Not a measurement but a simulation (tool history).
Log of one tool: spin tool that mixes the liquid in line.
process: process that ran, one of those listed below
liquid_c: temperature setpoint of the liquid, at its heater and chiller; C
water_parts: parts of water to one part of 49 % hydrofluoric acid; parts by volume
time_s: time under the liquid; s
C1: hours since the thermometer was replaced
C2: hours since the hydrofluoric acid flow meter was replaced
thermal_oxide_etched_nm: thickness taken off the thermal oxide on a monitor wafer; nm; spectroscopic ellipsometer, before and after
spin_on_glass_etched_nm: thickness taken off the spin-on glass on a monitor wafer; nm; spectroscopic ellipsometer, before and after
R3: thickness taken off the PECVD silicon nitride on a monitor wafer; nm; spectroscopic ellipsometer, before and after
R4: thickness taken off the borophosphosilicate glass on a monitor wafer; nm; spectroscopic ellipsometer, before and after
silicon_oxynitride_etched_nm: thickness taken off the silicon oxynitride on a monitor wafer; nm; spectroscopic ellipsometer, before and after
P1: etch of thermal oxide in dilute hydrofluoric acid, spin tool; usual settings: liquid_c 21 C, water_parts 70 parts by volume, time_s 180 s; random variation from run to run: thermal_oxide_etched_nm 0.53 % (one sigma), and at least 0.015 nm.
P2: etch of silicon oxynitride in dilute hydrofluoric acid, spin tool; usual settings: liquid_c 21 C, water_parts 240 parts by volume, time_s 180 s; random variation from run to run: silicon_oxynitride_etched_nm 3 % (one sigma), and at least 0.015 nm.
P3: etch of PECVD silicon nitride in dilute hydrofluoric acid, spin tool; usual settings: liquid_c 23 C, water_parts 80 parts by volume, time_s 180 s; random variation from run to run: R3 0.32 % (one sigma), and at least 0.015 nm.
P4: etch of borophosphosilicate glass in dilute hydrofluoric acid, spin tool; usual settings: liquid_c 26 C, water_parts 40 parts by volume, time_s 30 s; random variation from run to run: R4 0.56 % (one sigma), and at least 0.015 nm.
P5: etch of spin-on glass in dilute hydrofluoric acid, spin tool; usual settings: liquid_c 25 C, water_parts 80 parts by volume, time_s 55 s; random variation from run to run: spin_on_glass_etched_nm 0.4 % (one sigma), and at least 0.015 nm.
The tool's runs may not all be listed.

{"run": 1, "day": 0.117, "process": "P1", "liquid_c": 21, "water_parts": 70, "time_s": 180, "C1": 152.8, "C2": 71.8, "thermal_oxide_etched_nm": 10.889}
{"run": 2, "day": 0.233, "process": "P5", "liquid_c": 25, "water_parts": 80, "time_s": 110, "C1": 155.6, "C2": 74.6, "spin_on_glass_etched_nm": 30.891}
{"run": 3, "day": 0.421, "process": "P3", "liquid_c": 23, "water_parts": 80, "time_s": 180, "C1": 160.1, "C2": 79.1, "R3": 11.707}
{"run": 4, "day": 0.55, "process": "P1", "liquid_c": 28.5, "water_parts": 30, "time_s": 180, "C1": 163.2, "C2": 82.2, "thermal_oxide_etched_nm": 36.451}
{"run": 5, "day": 0.683, "process": "P4", "liquid_c": 26, "water_parts": 40, "time_s": 30, "C1": 166.4, "C2": 85.4, "R4": 23.484}
{"run": 6, "day": 0.808, "process": "P3", "liquid_c": 23, "water_parts": 115, "time_s": 180, "C1": 169.4, "C2": 88.4, "R3": 8.2034}
{"run": 7, "day": 0.975, "process": "P1", "liquid_c": 21, "water_parts": 70, "time_s": 70, "C1": 173.4, "C2": 92.4, "thermal_oxide_etched_nm": 4.2171}
{"run": 8, "day": 1.154, "process": "P2", "liquid_c": 21, "water_parts": 140, "time_s": 180, "C1": 177.7, "C2": 96.7, "silicon_oxynitride_etched_nm": 1.5063}
{"day": 1.204, "done": "hydrofluoric acid flow meter replaced"}
{"run": 9, "day": 1.35, "process": "P2", "liquid_c": 21, "water_parts": 240, "time_s": 180, "C1": 182.4, "C2": 3.5, "silicon_oxynitride_etched_nm": 0.8341}
{"run": 10, "day": 1.438, "process": "P4", "liquid_c": 26, "water_parts": 20, "time_s": 30, "C1": 184.5, "C2": 5.6, "R4": 49.134}
{"run": 11, "day": 1.562, "process": "P1", "liquid_c": 21, "water_parts": 70, "time_s": 180, "C1": 187.5, "C2": 8.6, "thermal_oxide_etched_nm": 10.892}
{"run": 12, "day": 1.683, "process": "P1", "liquid_c": 17, "water_parts": 70, "time_s": 180, "C1": 190.4, "C2": 11.5, "thermal_oxide_etched_nm": 9.288}
{"run": 13, "day": 1.817, "process": "P1", "liquid_c": 28, "water_parts": 70, "time_s": 180, "C1": 193.6, "C2": 14.7, "thermal_oxide_etched_nm": 14.624}
{"run": 14, "day": 1.967, "process": "P5", "liquid_c": 21, "water_parts": 80, "time_s": 55, "C1": 197.2, "C2": 18.3, "spin_on_glass_etched_nm": 13.175}
{"run": 15, "day": 2.142, "process": "P4", "liquid_c": 32, "water_parts": 40, "time_s": 30, "C1": 201.4, "C2": 22.5, "R4": 30.343}
{"run": 16, "day": 2.321, "process": "P4", "liquid_c": 26, "water_parts": 40, "time_s": 60, "C1": 205.7, "C2": 26.8, "R4": 47.372}
{"run": 17, "day": 2.45, "process": "P1", "liquid_c": 21, "water_parts": 70, "time_s": 180, "C1": 208.8, "C2": 29.9, "thermal_oxide_etched_nm": 10.887}
{"run": 18, "day": 2.612, "process": "P3", "liquid_c": 23, "water_parts": 80, "time_s": 180, "C1": 212.7, "C2": 33.8, "R3": 11.646}
{"run": 19, "day": 2.783, "process": "P1", "liquid_c": 21, "water_parts": 120, "time_s": 265, "C1": 216.8, "C2": 37.9, "thermal_oxide_etched_nm": 8.8465}
{"run": 20, "day": 2.938, "process": "P5", "liquid_c": 25, "water_parts": 125, "time_s": 55, "C1": 220.5, "C2": 41.6, "spin_on_glass_etched_nm": 9.3238}
{"run": 21, "day": 3.054, "process": "P1", "liquid_c": 21, "water_parts": 70, "time_s": 180, "C1": 223.3, "C2": 44.4, "thermal_oxide_etched_nm": 10.888}
{"run": 22, "day": 3.162, "process": "P5", "liquid_c": 25, "water_parts": 80, "time_s": 55, "C1": 225.9, "C2": 47, "spin_on_glass_etched_nm": 15.482}
{"run": 23, "day": 3.296, "process": "P1", "liquid_c": 21, "water_parts": 70, "time_s": 330, "C1": 229.1, "C2": 50.2, "thermal_oxide_etched_nm": 20.068}
{"run": 24, "day": 3.425, "process": "P3", "liquid_c": 29, "water_parts": 80, "time_s": 180, "C1": 232.2, "C2": 53.3, "R3": 17.336}
{"run": 25, "day": 3.617, "process": "P2", "liquid_c": 21, "water_parts": 240, "time_s": 70, "C1": 236.8, "C2": 57.9, "silicon_oxynitride_etched_nm": 0.29786}
{"run": 26, "day": 3.812, "process": "P1", "liquid_c": 21, "water_parts": 70, "time_s": 180, "C1": 241.5, "C2": 62.6, "thermal_oxide_etched_nm": 10.89}
{"run": 27, "day": 3.912, "process": "P5", "liquid_c": 25, "water_parts": 80, "time_s": 55, "C1": 243.9, "C2": 65, "spin_on_glass_etched_nm": 15.408}
{"run": 28, "day": 4.1, "process": "P3", "liquid_c": 23, "water_parts": 80, "time_s": 15, "C1": 248.4, "C2": 69.5, "R3": 0.96925}
{"run": 29, "day": 4.254, "process": "P1", "liquid_c": 21, "water_parts": 40, "time_s": 180, "C1": 252.1, "C2": 73.2, "thermal_oxide_etched_nm": 19.748}
{"run": 30, "day": 4.4, "process": "P1", "liquid_c": 21, "water_parts": 95, "time_s": 180, "C1": 255.6, "C2": 76.7, "thermal_oxide_etched_nm": 7.7619}
{"run": 31, "day": 4.546, "process": "P2", "liquid_c": 17, "water_parts": 240, "time_s": 180, "C1": 259.1, "C2": 80.2, "silicon_oxynitride_etched_nm": 0.67505}
{"run": 32, "day": 4.679, "process": "P1", "liquid_c": 21, "water_parts": 70, "time_s": 180, "C1": 262.3, "C2": 83.4, "thermal_oxide_etched_nm": 10.907}
{"run": 33, "day": 4.783, "process": "P1", "liquid_c": 21, "water_parts": 70, "time_s": 180, "C1": 264.8, "C2": 85.9, "thermal_oxide_etched_nm": 11.218}
{"run": 34, "day": 4.979, "process": "P1", "liquid_c": 21, "water_parts": 70, "time_s": 180, "C1": 269.5, "C2": 90.6, "thermal_oxide_etched_nm": 11.386}
{"run": 35, "day": 5.117, "process": "P1", "liquid_c": 21, "water_parts": 70, "time_s": 180, "C1": 272.8, "C2": 93.9, "thermal_oxide_etched_nm": 11.584}
{"run": 36, "day": 5.233, "process": "P1", "liquid_c": 21, "water_parts": 70, "time_s": 180, "C1": 275.6, "C2": 96.7, "thermal_oxide_etched_nm": 11.669}
{"run": 37, "day": 5.404, "process": "P1", "liquid_c": 21, "water_parts": 70, "time_s": 180, "C1": 279.7, "C2": 100.8, "thermal_oxide_etched_nm": 11.787}
{"run": 38, "day": 5.575, "process": "P1", "liquid_c": 21, "water_parts": 70, "time_s": 180, "C1": 283.8, "C2": 104.9, "thermal_oxide_etched_nm": 11.723}
{"run": 39, "day": 5.729, "process": "P1", "liquid_c": 21, "water_parts": 70, "time_s": 180, "C1": 287.5, "C2": 108.6, "thermal_oxide_etched_nm": 11.779}
{"run": 40, "day": 5.842, "process": "P1", "liquid_c": 21, "water_parts": 70, "time_s": 180, "C1": 290.2, "C2": 111.3, "thermal_oxide_etched_nm": 11.842}

What P1 gives has crept away from where it was. These 2 causes fit the log equally well, each at the size given:
A: hydrofluoric acid flow above the setpoint (%) = 7.27
B: liquid hotter than its thermometer reads (K) = 1.85
The creep began at about day 4.679.

4 check runs are offered, one wafer each, their results left as question marks. Which one tells the causes apart?
{"run": "check 1", "day": 5.954, "process": "P4", "liquid_c": 26, "water_parts": 40, "time_s": 30, "R4": "?"}
{"run": "check 2", "day": 5.954, "process": "P3", "liquid_c": 23, "water_parts": 80, "time_s": 180, "R3": "?"}
{"run": "check 3", "day": 5.954, "process": "P5", "liquid_c": 25, "water_parts": 80, "time_s": 55, "spin_on_glass_etched_nm": "?"}
{"run": "check 4", "day": 5.954, "process": "P2", "liquid_c": 21, "water_parts": 240, "time_s": 180, "silicon_oxynitride_etched_nm": "?"}

What each check would give under each cause:
check=check_1 result=R4 if_A=25.496 if_B=25.523
check=check_2 result=R3 if_A=12.528 if_B=13.225
check=check_3 result=spin_on_glass_etched_nm if_A=16.689 if_B=16.622
check=check_4 result=silicon_oxynitride_etched_nm if_A=0.90102 if_B=0.90255
How far apart the two closest causes lie, in the result that separates them most: check 1 0.11 %; check 2 5.42 %; check 3 0.41 %; check 4 0.17 %
Check 2 tells the causes apart: in the others they would give nearly the same result.

Then check 2 was run and gave: R3 12.521 nm. Which cause is it?

It is A: hydrofluoric acid flow above the setpoint (%).
